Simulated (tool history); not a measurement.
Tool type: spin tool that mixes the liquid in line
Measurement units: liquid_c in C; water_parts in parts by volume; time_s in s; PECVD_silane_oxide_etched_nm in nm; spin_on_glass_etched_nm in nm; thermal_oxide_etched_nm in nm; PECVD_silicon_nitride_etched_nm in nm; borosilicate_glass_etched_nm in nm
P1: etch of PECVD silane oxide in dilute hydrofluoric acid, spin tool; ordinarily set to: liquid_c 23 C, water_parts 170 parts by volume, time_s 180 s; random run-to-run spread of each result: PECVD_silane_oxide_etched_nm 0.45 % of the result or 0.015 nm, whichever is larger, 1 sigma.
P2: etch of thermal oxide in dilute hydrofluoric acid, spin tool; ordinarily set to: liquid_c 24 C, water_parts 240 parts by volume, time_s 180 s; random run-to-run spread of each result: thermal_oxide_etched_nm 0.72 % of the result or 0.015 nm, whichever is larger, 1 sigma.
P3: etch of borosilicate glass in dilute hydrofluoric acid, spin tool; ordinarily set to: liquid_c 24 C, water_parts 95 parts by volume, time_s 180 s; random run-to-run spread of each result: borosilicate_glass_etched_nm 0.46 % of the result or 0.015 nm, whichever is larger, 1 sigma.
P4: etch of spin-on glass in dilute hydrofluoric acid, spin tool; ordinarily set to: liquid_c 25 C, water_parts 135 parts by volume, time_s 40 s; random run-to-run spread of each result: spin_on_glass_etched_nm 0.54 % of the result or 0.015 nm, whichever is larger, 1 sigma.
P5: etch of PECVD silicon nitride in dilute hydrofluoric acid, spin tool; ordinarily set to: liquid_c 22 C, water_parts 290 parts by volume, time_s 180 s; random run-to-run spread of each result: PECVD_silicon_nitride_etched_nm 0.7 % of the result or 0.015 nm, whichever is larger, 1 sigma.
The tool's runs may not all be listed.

| run | day | process | liquid_c | water_parts | time_s | hours since the thermometer was replaced | hours since the hydrofluoric acid flow meter was replaced | PECVD_silane_oxide_etched_nm | spin_on_glass_etched_nm | thermal_oxide_etched_nm | PECVD_silicon_nitride_etched_nm | borosilicate_glass_etched_nm |
|---|---|---|---|---|---|---|---|---|---|---|---|---|
| 1 | 0.179 | P1 | 23 | 170 | 180 | 836.5 | 1271.7 | 18.327 |  |  |  |  |
| 2 | 0.383 | P1 | 23 | 170 | 180 | 841.4 | 1276.6 | 18.238 |  |  |  |  |
| 3 | 0.542 | P4 | 25 | 135 | 40 | 845.2 | 1280.4 |  | 13.777 |  |  |  |
| 4 | 0.833 | P1 | 28.5 | 170 | 180 | 852.2 | 1287.4 | 22.306 |  |  |  |  |
| 5 | 0.992 | P1 | 23 | 300 | 180 | 856 | 1291.2 | 9.1389 |  |  |  |  |
| 6 | 1.154 | P2 | 24 | 240 | 15 | 859.9 | 1295.1 |  |  | 0.27481 |  |  |
| 7 | 1.438 | P1 | 23 | 170 | 25 | 866.7 | 1301.9 | 2.5227 |  |  |  |  |
| 8 | 1.7 | P5 | 22 | 290 | 180 | 873 | 1308.2 |  |  |  | 3.0554 |  |
| 9 | 1.846 | P2 | 24 | 380 | 180 | 876.5 | 1311.7 |  |  | 1.7123 |  |  |
| 10 | 2.129 | P4 | 25 | 135 | 40 | 883.3 | 1318.5 |  | 13.784 |  |  |  |
| 11 | 2.392 | P2 | 24 | 240 | 180 | 889.6 | 1324.8 |  |  | 3.049 |  |  |
| 12 | 2.554 | P4 | 19 | 135 | 40 | 893.5 | 1328.7 |  | 10.825 |  |  |  |
| 13 | 2.862 | P3 | 24 | 95 | 180 | 900.9 | 1336.1 |  |  |  |  | 50.369 |
| 14 | 3.1 | P1 | 23 | 75 | 180 | 906.6 | 1341.8 | 46.411 |  |  |  |  |
| 15 | 3.412 | P1 | 17 | 170 | 180 | 914.1 | 1349.3 | 14.469 |  |  |  |  |
| 16 | 3.575 | P5 | 17 | 290 | 180 | 918 | 1353.2 |  |  |  | 2.1986 |  |
| 17 | 3.75 | P2 | 24 | 240 | 180 | 922.2 | 1357.4 |  |  | 3.0878 |  |  |
| 18 | 4.021 | P2 | 20.5 | 240 | 180 | 928.7 | 1363.9 |  |  | 2.7114 |  |  |
|  | 4.183 | thermometer replaced |
| 19 | 4.308 | P1 | 23 | 170 | 180 | 3.1 | 1370.8 | 18.203 |  |  |  |  |
| 20 | 4.538 | P1 | 23 | 170 | 180 | 8.6 | 1376.3 | 18.288 |  |  |  |  |
| 21 | 4.821 | P4 | 25 | 45 | 40 | 15.4 | 1383.1 |  | 46.36 |  |  |  |
| 22 | 5.017 | P3 | 24 | 95 | 35 | 20.1 | 1387.8 |  |  |  |  | 9.7103 |
| 23 | 5.233 | P5 | 22 | 290 | 325 | 25.3 | 1393 |  |  |  | 5.5527 |  |
| 24 | 5.508 | P1 | 27.5 | 170 | 350 | 31.9 | 1399.6 | 41.675 |  |  |  |  |
| 25 | 5.671 | P1 | 23 | 170 | 295 | 35.8 | 1403.5 | 29.849 |  |  |  |  |
| 26 | 5.808 | P1 | 23 | 170 | 180 | 39.1 | 1406.8 | 18.233 |  |  |  |  |

Estimate the outcome of run 27 from the log above:
| 27 | 6.017 | P4 | 25 | 135 | 75 | 44.1 | 1411.8 |  | ? |  |  |  |

spin_on_glass_etched_nm: 25.526 nm

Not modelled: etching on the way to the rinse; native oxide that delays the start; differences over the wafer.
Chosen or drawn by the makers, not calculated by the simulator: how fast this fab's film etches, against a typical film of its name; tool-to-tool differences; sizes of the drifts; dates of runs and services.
